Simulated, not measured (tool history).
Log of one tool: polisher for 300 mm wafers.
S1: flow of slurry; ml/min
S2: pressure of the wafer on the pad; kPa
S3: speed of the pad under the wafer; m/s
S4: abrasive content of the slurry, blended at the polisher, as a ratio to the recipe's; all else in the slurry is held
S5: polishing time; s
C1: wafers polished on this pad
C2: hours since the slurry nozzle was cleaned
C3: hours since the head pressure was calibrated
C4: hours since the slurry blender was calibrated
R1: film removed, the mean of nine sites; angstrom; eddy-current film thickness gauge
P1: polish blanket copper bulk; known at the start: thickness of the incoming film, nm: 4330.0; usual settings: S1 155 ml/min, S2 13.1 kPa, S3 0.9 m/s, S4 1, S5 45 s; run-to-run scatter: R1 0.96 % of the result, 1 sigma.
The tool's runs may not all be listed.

| run | hour | S1 | S2 | S3 | S4 | S5 | C1 | C2 | C3 | C4 | R1 |
|---|---|---|---|---|---|---|---|---|---|---|---|
| 1 | 12.6 | 155 | 13.1 | 0.9 | 1 | 45 | 553 | 614.8 | 730.9 | 60.2 | 2255.5 |
| 2 | 24.1 | 95 | 13.1 | 0.9 | 1 | 45 | 650 | 626.3 | 742.4 | 71.7 | 2064.3 |
|  | 34.5 | head pressure recalibrated |
| 3 | 36.5 | 155 | 18.6 | 0.9 | 1 | 45 | 754 | 638.7 | 2 | 84.1 | 3153.8 |
| 4 | 45.8 | 155 | 6.9 | 0.9 | 1 | 45 | 833 | 648 | 11.3 | 93.4 | 1168.6 |
| 5 | 58.6 | 205 | 13.1 | 0.9 | 1 | 45 | 940 | 660.8 | 24.1 | 106.2 | 2338.2 |
| 6 | 67.8 | 155 | 13.1 | 0.9 | 1 | 45 | 1018 | 670 | 33.3 | 115.4 | 2258.7 |
| 7 | 76.1 | 155 | 13.1 | 0.9 | 1 | 29 | 1087 | 678.3 | 41.6 | 123.7 | 1426.8 |
| 8 | 89.9 | 155 | 13.1 | 0.9 | 1 | 45 | 1204 | 692.1 | 55.4 | 137.5 | 2266.4 |
| 9 | 99.7 | 155 | 13.1 | 0.9 | 1 | 68 | 1286 | 701.9 | 65.2 | 147.3 | 3352.7 |
| 10 | 111.8 | 155 | 13.1 | 0.9 | 1 | 45 | 1388 | 714 | 77.3 | 159.4 | 2224.3 |
| 11 | 119.8 | 155 | 13.1 | 1.4 | 1 | 45 | 1455 | 722 | 85.3 | 167.4 | 3477.8 |
| 12 | 133.6 | 155 | 13.1 | 0.58 | 1 | 45 | 1571 | 735.8 | 99.1 | 181.2 | 1455.8 |
| 13 | 144.3 | 155 | 13.1 | 0.9 | 1 | 45 | 1661 | 746.5 | 109.8 | 191.9 | 2203.5 |
| 14 | 157.4 | 155 | 17.9 | 1.24 | 1 | 45 | 1771 | 759.6 | 122.9 | 205 | 4263.4 |

Run 15 comes next. What will it give?
| 15 | 169.9 | 155 | 13.1 | 0.9 | 0.75 | 45 | 1876 | 772.1 | 135.4 | 217.5 | ? |

{"run 15": {"R1": 2100.1}}

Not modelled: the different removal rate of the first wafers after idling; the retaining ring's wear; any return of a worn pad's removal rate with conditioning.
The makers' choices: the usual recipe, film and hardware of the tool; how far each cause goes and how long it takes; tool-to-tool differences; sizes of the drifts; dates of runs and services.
